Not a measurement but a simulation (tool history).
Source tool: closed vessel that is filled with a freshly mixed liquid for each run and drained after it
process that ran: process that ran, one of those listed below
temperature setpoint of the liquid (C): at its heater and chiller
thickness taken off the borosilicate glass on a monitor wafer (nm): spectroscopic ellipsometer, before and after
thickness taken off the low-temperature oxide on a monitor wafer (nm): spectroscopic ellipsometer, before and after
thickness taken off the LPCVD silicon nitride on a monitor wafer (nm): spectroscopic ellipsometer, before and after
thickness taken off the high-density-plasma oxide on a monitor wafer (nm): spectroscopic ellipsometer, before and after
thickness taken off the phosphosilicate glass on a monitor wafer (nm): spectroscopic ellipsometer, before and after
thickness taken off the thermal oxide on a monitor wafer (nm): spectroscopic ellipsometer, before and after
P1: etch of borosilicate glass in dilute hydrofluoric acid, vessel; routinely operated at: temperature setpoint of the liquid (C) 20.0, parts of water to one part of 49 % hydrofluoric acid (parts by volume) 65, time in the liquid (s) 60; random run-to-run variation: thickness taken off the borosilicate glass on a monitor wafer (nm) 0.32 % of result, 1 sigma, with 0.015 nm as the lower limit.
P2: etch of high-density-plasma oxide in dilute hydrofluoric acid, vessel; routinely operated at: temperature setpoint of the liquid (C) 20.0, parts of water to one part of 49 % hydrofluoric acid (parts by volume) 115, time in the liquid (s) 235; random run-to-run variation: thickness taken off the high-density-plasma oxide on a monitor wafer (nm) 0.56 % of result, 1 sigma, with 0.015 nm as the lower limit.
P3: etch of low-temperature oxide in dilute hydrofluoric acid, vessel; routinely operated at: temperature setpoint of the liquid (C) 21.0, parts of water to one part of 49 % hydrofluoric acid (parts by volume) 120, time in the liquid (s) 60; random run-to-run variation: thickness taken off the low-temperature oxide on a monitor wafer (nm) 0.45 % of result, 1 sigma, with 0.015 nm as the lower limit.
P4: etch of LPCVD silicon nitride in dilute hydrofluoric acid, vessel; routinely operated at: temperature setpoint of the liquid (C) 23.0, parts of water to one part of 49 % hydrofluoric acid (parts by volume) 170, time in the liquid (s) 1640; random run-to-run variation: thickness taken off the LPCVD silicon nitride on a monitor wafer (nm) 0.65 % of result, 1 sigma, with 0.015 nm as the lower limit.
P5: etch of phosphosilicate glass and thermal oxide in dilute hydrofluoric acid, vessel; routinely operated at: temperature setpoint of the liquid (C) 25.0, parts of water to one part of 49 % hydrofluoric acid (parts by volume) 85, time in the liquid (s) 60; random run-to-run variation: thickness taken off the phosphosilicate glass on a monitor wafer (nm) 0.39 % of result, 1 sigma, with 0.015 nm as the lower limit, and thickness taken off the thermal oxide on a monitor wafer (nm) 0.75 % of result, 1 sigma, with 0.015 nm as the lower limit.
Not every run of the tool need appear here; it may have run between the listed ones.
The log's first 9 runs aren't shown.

run,hour,process that ran,temperature setpoint of the liquid (C),parts of water to one part of 49 % hydrofluoric acid (parts by volume),time in the liquid (s),hours since the thermometer was replaced,hours since the hydrofluoric acid flow meter was replaced,thickness taken off the borosilicate glass on a monitor wafer (nm),thickness taken off the low-temperature oxide on a monitor wafer (nm),thickness taken off the LPCVD silicon nitride on a monitor wafer (nm),thickness taken off the high-density-plasma oxide on a monitor wafer (nm),thickness taken off the phosphosilicate glass on a monitor wafer (nm),thickness taken off the thermal oxide on a monitor wafer (nm)
10,88.1,P3,17.0,120,60,1049.8,529.9,,4.8164,,,,
11,96.0,P5,25.0,85,60,1057.7,537.8,,,,,86.289,3.5125
12,102.5,P2,20.0,115,65,1064.2,544.3,,,,4.2691,,
13,113.1,P4,23.0,170,3160,1074.8,554.9,,,7.8949,,,
14,122.4,P1,20.0,65,60,1084.1,564.2,22.333,,,,,
15,132.0,P4,23.0,40,1640,1093.7,573.8,,,17.1230,,,
16,143.3,P1,20.0,90,60,1105.0,585.1,15.543,,,,,
17,149.3,P1,20.0,65,90,1111.0,591.1,33.381,,,,,
18,155.7,P3,21.0,55,60,1117.4,597.5,,13.2660,,,,
19,166.1,P3,21.0,120,60,1127.8,607.9,,5.6308,,,,
20,172.4,P1,20.0,65,30,1134.1,614.2,11.179,,,,,
21,183.3,P2,17.0,115,235,1145.0,625.1,,,,13.6720,,
22,191.7,P5,25.0,125,60,1153.4,633.5,,,,,55.642,2.3015
23,196.9,P5,25.0,85,30,1158.6,638.7,,,,,42.852,1.8039
24,202.5,P1,20.0,65,60,1164.2,644.3,22.183,,,,,
25,213.9,P2,20.0,115,235,1175.6,655.7,,,,15.2880,,
26,221.9,P2,20.0,115,235,1183.6,663.7,,,,15.3940,,
27,232.8,P4,31.5,170,1640,1194.5,674.6,,,7.0648,,,
28,241.8,P5,17.0,85,60,1203.5,683.6,,,,,61.538,2.5334

Expected results for the next run?
29,251.4,P1,28.0,65,60,1213.1,693.2,?,,,,,

{"run 29": {"thickness taken off the borosilicate glass on a monitor wafer (nm)": 30.801}}

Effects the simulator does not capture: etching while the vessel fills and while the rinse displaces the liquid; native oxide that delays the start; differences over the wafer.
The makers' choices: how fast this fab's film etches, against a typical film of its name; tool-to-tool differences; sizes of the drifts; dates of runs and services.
